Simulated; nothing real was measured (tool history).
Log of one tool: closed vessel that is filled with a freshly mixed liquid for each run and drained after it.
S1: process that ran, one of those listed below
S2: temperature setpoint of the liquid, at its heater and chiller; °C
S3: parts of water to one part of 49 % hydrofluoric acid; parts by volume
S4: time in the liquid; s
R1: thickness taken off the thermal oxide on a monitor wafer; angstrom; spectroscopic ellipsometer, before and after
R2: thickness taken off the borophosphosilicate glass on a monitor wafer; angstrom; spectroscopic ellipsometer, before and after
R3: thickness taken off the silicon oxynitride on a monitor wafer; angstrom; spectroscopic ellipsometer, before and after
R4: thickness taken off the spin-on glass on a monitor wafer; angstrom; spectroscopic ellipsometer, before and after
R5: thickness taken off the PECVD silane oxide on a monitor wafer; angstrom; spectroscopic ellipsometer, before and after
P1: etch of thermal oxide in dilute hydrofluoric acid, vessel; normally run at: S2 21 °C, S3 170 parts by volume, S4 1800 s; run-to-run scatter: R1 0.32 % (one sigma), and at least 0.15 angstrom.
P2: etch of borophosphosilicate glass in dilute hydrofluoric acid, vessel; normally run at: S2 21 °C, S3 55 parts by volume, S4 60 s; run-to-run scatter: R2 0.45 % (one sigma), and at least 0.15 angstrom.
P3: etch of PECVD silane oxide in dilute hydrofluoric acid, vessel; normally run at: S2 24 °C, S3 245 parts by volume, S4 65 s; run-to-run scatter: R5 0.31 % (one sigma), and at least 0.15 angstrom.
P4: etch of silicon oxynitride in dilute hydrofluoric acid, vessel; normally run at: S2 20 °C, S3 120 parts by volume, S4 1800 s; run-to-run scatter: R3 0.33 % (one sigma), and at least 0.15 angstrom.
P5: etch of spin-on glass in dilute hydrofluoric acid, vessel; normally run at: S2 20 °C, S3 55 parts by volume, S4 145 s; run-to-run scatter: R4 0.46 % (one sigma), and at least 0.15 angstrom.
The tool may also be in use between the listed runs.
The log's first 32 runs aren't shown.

run 33 hour=436.8 | S1=P1 S2=21 S3=170 S4=1800 | R1=406.37
run 34 hour=448.7 | S1=P1 S2=21 S3=170 S4=1800 | R1=397.77
run 35 hour=463 | S1=P1 S2=21 S3=170 S4=1800 | R1=390.45
run 36 hour=482.3 | S1=P1 S2=21 S3=170 S4=1800 | R1=385.62
run 37 hour=496.1 | S1=P1 S2=21 S3=170 S4=1800 | R1=382.42
run 38 hour=514.4 | S1=P1 S2=21 S3=170 S4=1800 | R1=381.42
run 39 hour=524.2 | S1=P1 S2=21 S3=170 S4=1800 | R1=379.61
run 40 hour=537 | S1=P1 S2=21 S3=170 S4=1800 | R1=380.31
run 41 hour=549.8 | S1=P1 S2=21 S3=170 S4=1800 | R1=377.58
run 42 hour=567.1 | S1=P1 S2=21 S3=170 S4=1800 | R1=379.01

Run 43 comes next. What will it give?
run 43 hour=585 | S1=P1 S2=21 S3=170 S4=1800 | R1=?

{"run 43": {"R1": 377.53}}

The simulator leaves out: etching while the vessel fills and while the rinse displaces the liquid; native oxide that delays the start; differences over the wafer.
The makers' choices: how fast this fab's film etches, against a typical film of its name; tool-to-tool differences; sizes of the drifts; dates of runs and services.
